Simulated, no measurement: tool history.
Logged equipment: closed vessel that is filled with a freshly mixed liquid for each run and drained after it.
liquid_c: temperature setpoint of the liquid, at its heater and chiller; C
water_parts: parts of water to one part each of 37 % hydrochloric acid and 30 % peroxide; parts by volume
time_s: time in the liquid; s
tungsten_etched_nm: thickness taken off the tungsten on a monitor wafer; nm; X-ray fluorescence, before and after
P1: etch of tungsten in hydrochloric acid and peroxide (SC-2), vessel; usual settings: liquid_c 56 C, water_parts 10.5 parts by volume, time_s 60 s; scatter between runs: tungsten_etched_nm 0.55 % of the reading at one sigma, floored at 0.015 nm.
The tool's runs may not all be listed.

run	hour	liquid_c	water_parts	time_s	hours since the thermometer was replaced	hours since the chemicals flow meter was replaced	hours since the drum of peroxide was connected	tungsten_etched_nm
1	4.7	56	10.5	60	421.1	397.8	575	19.538
2	8.5	56	10.5	30	424.9	401.6	578.8	9.8128
3	15.6	44	10.5	90	432	408.7	585.9	13.057
4	22.9	56	17	60	439.3	416	593.2	12.891
5	26.1	56	10.5	90	442.5	419.2	596.4	29.292
6	32.7	46.5	10.5	60	449.1	425.8	603	10.507
7	36.3	56	10.5	60	452.7	429.4	606.6	19.526
# hour 37.7: chemicals flow meter replaced
8	40	67	10.5	60	456.4	2.3	610.3	38.733
9	46	56	10.5	60	462.4	8.3	616.3	19.778
10	50.5	56	4	60	466.9	12.8	620.8	40.922
11	57.8	56	10.5	60	474.2	20.1	628.1	19.386
12	64.9	56	18.5	105	481.3	27.2	635.2	21.021
13	70.8	56	10.5	60	487.2	33.1	641.1	19.425
14	76.4	56	10.5	60	492.8	38.7	646.7	18.797
15	83.2	56	10.5	60	499.6	45.5	653.5	18.58
16	86.6	56	10.5	60	503	48.9	656.9	18.333
# hour 89.7: new drum of peroxide connected
17	91.9	56	10.5	60	508.3	54.2	2.2	18.205
18	95.3	56	10.5	60	511.7	57.6	5.6	18.09
19	100.3	56	10.5	60	516.7	62.6	10.6	17.981
20	106.8	56	10.5	60	523.2	69.1	17.1	17.932
21	110.5	56	10.5	60	526.9	72.8	20.8	18.183

P1 has crept away from where it was. The log is fitted equally well by each of these 2 causes, at the sizes shown:
A: liquid colder than its thermometer reads (K) = 1.27
B: chemicals flow below the setpoint (%) = 9.18
The process output started creeping at around hour 70.8.
Why every other cause is out:
peroxide weaker than its label (%): serviced after onset, at hour 89.7, with no recovery of the prior output

Of the 4 check runs below, each run on 5 wafers with the results averaged and each result still a question mark, which one would tell the listed causes apart?
check 1	114.2	48	4	60				?
check 2	114.2	62	6.5	60				?
check 3	114.2	56	14.5	30				?
check 4	114.2	48	10.5	60				?

What every check run would give for each of its results, assuming each possible cause in turn:
check	result	if A	if B
check 1	tungsten_etched_nm	22.055	22.521
check 2	tungsten_etched_nm	38.782	38.959
check 3	tungsten_etched_nm	6.8202	6.7985
check 4	tungsten_etched_nm	10.587	10.635
Distance between the nearest two causes, measured in the result of the check that separates them most: check 1 2.09 %; check 2 0.46 %; check 3 0.32 %; check 4 0.46 %
Only in check 1 would the causes give clearly different results; in the remaining checks their results would be nearly the same.

Check 1 was then run and gave: tungsten_etched_nm 22.411 nm. Which cause is it?

It is B: chemicals flow below the setpoint (%).

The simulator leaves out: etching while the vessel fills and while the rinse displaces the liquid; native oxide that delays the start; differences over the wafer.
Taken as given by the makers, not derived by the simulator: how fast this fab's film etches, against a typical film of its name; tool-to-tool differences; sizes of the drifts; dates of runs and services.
